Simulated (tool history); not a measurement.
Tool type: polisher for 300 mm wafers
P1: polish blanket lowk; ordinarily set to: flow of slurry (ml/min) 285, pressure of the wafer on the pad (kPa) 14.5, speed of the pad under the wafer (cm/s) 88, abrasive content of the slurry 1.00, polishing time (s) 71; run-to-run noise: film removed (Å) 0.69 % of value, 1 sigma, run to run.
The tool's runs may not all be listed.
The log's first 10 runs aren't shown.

run,hour,flow of slurry (ml/min),pressure of the wafer on the pad (kPa),speed of the pad under the wafer (cm/s),abrasive content of the slurry,polishing time (s),film removed (Å)
11,94.7,285,14.5,88,0.55,71,185.12
12,100.5,285,18.6,88,1.00,71,326.61
13,111.7,285,14.5,88,1.30,94,377.51
14,117.8,285,14.5,88,1.00,71,254.32
15,124.1,285,14.5,110,1.00,71,310.05
16,132.4,285,14.5,88,1.00,71,255.77
17,139.3,285,14.5,88,1.00,71,257.33
18,148.3,285,14.5,40,1.00,71,137.57
19,154.2,170,14.5,88,1.00,71,239.96
20,164.1,285,14.5,88,1.00,71,256.26
21,171.1,285,14.5,88,1.00,71,257.67
22,178.3,285,14.5,88,1.00,71,246.48
23,184.6,285,14.5,88,1.00,71,241.55

Run 24 comes next. What will it give?
24,191.0,285,14.5,88,1.00,71,?

For run 24 the tool returned film removed (Å) 237.18.
